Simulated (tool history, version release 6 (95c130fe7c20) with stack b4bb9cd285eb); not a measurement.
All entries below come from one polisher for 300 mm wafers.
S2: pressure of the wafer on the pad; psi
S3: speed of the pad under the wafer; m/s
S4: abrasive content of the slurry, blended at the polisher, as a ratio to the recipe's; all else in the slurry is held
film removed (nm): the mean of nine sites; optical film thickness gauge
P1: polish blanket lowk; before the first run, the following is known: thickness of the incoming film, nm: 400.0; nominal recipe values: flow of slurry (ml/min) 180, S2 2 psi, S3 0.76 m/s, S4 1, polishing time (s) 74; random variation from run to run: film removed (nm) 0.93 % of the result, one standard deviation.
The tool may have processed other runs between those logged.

{"run": 1, "day": 0.329, "flow of slurry (ml/min)": 180, "S2": 2, "S3": 0.76, "S4": 1, "polishing time (s)": 74, "film removed (nm)": 27.435}
{"run": 2, "day": 0.65, "flow of slurry (ml/min)": 180, "S2": 2, "S3": 0.76, "S4": 1, "polishing time (s)": 74, "film removed (nm)": 27.221}
{"run": 3, "day": 0.833, "flow of slurry (ml/min)": 180, "S2": 2, "S3": 0.76, "S4": 1, "polishing time (s)": 44, "film removed (nm)": 15.976}
{"run": 4, "day": 1.067, "flow of slurry (ml/min)": 265, "S2": 2.9, "S3": 0.76, "S4": 1, "polishing time (s)": 74, "film removed (nm)": 41.541}
{"day": 1.171, "done": "conditioning disc replaced and pad reconditioned"}
{"run": 5, "day": 1.425, "flow of slurry (ml/min)": 275, "S2": 2, "S3": 0.76, "S4": 1, "polishing time (s)": 74, "film removed (nm)": 28.108}
{"run": 6, "day": 1.621, "flow of slurry (ml/min)": 180, "S2": 2, "S3": 0.36, "S4": 1, "polishing time (s)": 74, "film removed (nm)": 15.091}
{"run": 7, "day": 1.825, "flow of slurry (ml/min)": 180, "S2": 2, "S3": 0.76, "S4": 1.4, "polishing time (s)": 74, "film removed (nm)": 30.845}
{"day": 2.008, "done": "head pressure recalibrated"}
{"run": 8, "day": 2.083, "flow of slurry (ml/min)": 180, "S2": 1.5, "S3": 0.76, "S4": 1, "polishing time (s)": 74, "film removed (nm)": 20.416}
{"run": 9, "day": 2.262, "flow of slurry (ml/min)": 180, "S2": 2, "S3": 0.76, "S4": 1, "polishing time (s)": 74, "film removed (nm)": 27.613}
{"run": 10, "day": 2.492, "flow of slurry (ml/min)": 110, "S2": 2, "S3": 0.76, "S4": 1, "polishing time (s)": 74, "film removed (nm)": 24.336}
{"run": 11, "day": 2.75, "flow of slurry (ml/min)": 180, "S2": 2, "S3": 0.76, "S4": 1, "polishing time (s)": 74, "film removed (nm)": 27.474}
{"run": 12, "day": 3.038, "flow of slurry (ml/min)": 180, "S2": 2, "S3": 1.14, "S4": 1, "polishing time (s)": 74, "film removed (nm)": 37.599}
{"run": 13, "day": 3.367, "flow of slurry (ml/min)": 180, "S2": 2, "S3": 0.76, "S4": 1, "polishing time (s)": 114, "film removed (nm)": 41.596}
{"run": 14, "day": 3.675, "flow of slurry (ml/min)": 180, "S2": 3.1, "S3": 0.76, "S4": 1, "polishing time (s)": 74, "film removed (nm)": 41.724}
{"run": 15, "day": 3.892, "flow of slurry (ml/min)": 180, "S2": 2, "S3": 0.76, "S4": 0.75, "polishing time (s)": 74, "film removed (nm)": 23.743}
{"run": 16, "day": 4.267, "flow of slurry (ml/min)": 110, "S2": 2, "S3": 0.48, "S4": 1, "polishing time (s)": 74, "film removed (nm)": 17.384}
{"run": 17, "day": 4.45, "flow of slurry (ml/min)": 180, "S2": 2, "S3": 0.76, "S4": 1, "polishing time (s)": 74, "film removed (nm)": 27.023}
{"run": 18, "day": 4.738, "flow of slurry (ml/min)": 180, "S2": 2, "S3": 0.76, "S4": 1, "polishing time (s)": 74, "film removed (nm)": 25.982}
{"run": 19, "day": 5.046, "flow of slurry (ml/min)": 180, "S2": 2, "S3": 0.76, "S4": 1, "polishing time (s)": 74, "film removed (nm)": 25.797}
{"run": 20, "day": 5.317, "flow of slurry (ml/min)": 180, "S2": 2, "S3": 0.76, "S4": 1, "polishing time (s)": 74, "film removed (nm)": 25.264}
{"day": 5.329, "done": "conditioning disc replaced and pad reconditioned"}
{"run": 21, "day": 5.675, "flow of slurry (ml/min)": 180, "S2": 2, "S3": 0.76, "S4": 1, "polishing time (s)": 74, "film removed (nm)": 24.966}
{"day": 5.7, "done": "slurry blender recalibrated"}
{"day": 5.758, "done": "worn pad replaced by a new one"}
{"run": 22, "day": 5.846, "flow of slurry (ml/min)": 180, "S2": 2, "S3": 0.76, "S4": 1, "polishing time (s)": 74, "film removed (nm)": 24.312}
{"run": 23, "day": 6.121, "flow of slurry (ml/min)": 180, "S2": 2, "S3": 0.76, "S4": 1, "polishing time (s)": 74, "film removed (nm)": 25.156}
{"run": 24, "day": 6.496, "flow of slurry (ml/min)": 180, "S2": 2, "S3": 0.76, "S4": 1, "polishing time (s)": 74, "film removed (nm)": 24.918}

P1 no longer gives what it gave before; its output has crept away from where it was. The following 2 causes, each at its listed size, fit the log equally well:
A: slurry flow missing at the pad, % = 39
B: head's pressure below its setpoint, % = 8.71
The drift started at roughly day 4.45.
Every other cause this tool's parts could produce, and why it does not fit the log:
removal rate lost through wear of the pad, %: was serviced at day 5.758, once the creep was under way, yet the earlier output never came back
abrasive missing from the slurry, %: was serviced at day 5.7, once the creep was under way, yet the earlier output never came back
time polished since the conditioner stopped cutting, s: was serviced at day 5.329, once the creep was under way, yet the earlier output never came back

4 check runs are offered, each on 5 wafers whose results are averaged, their results left as question marks. Which one tells the causes apart?
{"run": "check 1", "day": 6.871, "flow of slurry (ml/min)": 180, "S2": 2.9, "S3": 0.76, "S4": 1, "polishing time (s)": 74, "film removed (nm)": "?"}
{"run": "check 2", "day": 6.871, "flow of slurry (ml/min)": 180, "S2": 3, "S3": 0.76, "S4": 1.35, "polishing time (s)": 74, "film removed (nm)": "?"}
{"run": "check 3", "day": 6.871, "flow of slurry (ml/min)": 180, "S2": 2, "S3": 1.04, "S4": 1.4, "polishing time (s)": 74, "film removed (nm)": "?"}
{"run": "check 4", "day": 6.871, "flow of slurry (ml/min)": 125, "S2": 2, "S3": 0.4, "S4": 1, "polishing time (s)": 74, "film removed (nm)": "?"}

What every check run would give for each of its results, assuming each possible cause in turn:
check=check_1 result=film_removed_(nm) if_A=35.977 if_B=35.978
check=check_2 result=film_removed_(nm) if_A=42.19 if_B=42.191
check=check_3 result=film_removed_(nm) if_A=36.648 if_B=36.649
check=check_4 result=film_removed_(nm) if_A=13.456 if_B=13.94
Gap, in per cent, between the two causes that each check separates least, read from the result that separates them most: check 1 0 %; check 2 0 %; check 3 0 %; check 4 3.53 %
Only in check 4 would the causes give clearly different results; in the remaining checks their results would be nearly the same.

Then check 4 was run and gave: film removed (nm) 13.338. Which cause is it?

The cause is A: slurry flow missing at the pad, %.

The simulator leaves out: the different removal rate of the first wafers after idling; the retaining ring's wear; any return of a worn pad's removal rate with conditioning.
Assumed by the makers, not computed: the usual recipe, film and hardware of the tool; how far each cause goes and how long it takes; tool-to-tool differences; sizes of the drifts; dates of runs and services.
